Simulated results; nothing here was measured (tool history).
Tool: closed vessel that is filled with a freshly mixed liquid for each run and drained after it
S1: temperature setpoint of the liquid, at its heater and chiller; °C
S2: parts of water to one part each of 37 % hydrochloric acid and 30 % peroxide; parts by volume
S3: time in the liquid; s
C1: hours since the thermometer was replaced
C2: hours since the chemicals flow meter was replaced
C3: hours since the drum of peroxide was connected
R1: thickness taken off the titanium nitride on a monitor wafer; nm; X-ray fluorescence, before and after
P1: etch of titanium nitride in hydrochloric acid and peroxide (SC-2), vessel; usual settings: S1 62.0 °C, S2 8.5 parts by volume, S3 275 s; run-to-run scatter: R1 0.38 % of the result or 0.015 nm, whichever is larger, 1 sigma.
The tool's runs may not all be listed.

{"run": 1, "hour": 8.8, "S1": 62.0, "S2": 8.5, "S3": 275, "C1": 1271.7, "C2": 166.5, "C3": 434.5, "R1": 12.256}
{"run": 2, "hour": 16.4, "S1": 62.0, "S2": 8.5, "S3": 275, "C1": 1279.3, "C2": 174.1, "C3": 442.1, "R1": 12.384}
{"hour": 22.4, "done": "chemicals flow meter replaced"}
{"run": 3, "hour": 26.4, "S1": 72.0, "S2": 8.5, "S3": 275, "C1": 1289.3, "C2": 4.0, "C3": 452.1, "R1": 22.499}
{"run": 4, "hour": 36.2, "S1": 55.0, "S2": 8.5, "S3": 165, "C1": 1299.1, "C2": 13.8, "C3": 461.9, "R1": 4.7726}
{"run": 5, "hour": 45.1, "S1": 62.0, "S2": 4.0, "S3": 275, "C1": 1308.0, "C2": 22.7, "C3": 470.8, "R1": 21.352}
{"run": 6, "hour": 54.4, "S1": 45.5, "S2": 8.5, "S3": 275, "C1": 1317.3, "C2": 32.0, "C3": 480.1, "R1": 4.1842}
{"run": 7, "hour": 59.8, "S1": 62.0, "S2": 8.5, "S3": 105, "C1": 1322.7, "C2": 37.4, "C3": 485.5, "R1": 4.7311}
{"run": 8, "hour": 68.0, "S1": 62.0, "S2": 8.5, "S3": 275, "C1": 1330.9, "C2": 45.6, "C3": 493.7, "R1": 12.342}
{"run": 9, "hour": 77.4, "S1": 62.0, "S2": 8.5, "S3": 515, "C1": 1340.3, "C2": 55.0, "C3": 503.1, "R1": 23.041}
{"run": 10, "hour": 81.9, "S1": 62.0, "S2": 8.5, "S3": 275, "C1": 1344.8, "C2": 59.5, "C3": 507.6, "R1": 12.387}
{"run": 11, "hour": 91.8, "S1": 62.0, "S2": 8.5, "S3": 275, "C1": 1354.7, "C2": 69.4, "C3": 517.5, "R1": 12.32}
{"run": 12, "hour": 97.2, "S1": 62.0, "S2": 14.5, "S3": 275, "C1": 1360.1, "C2": 74.8, "C3": 522.9, "R1": 7.8732}
{"run": 13, "hour": 102.4, "S1": 62.0, "S2": 8.5, "S3": 275, "C1": 1365.3, "C2": 80.0, "C3": 528.1, "R1": 12.342}

Forecast run 14:
{"run": 14, "hour": 108.1, "S1": 62.0, "S2": 8.5, "S3": 275, "C1": 1371.0, "C2": 85.7, "C3": 533.8, "R1": "?"}

{"run 14": {"R1": 12.242}}
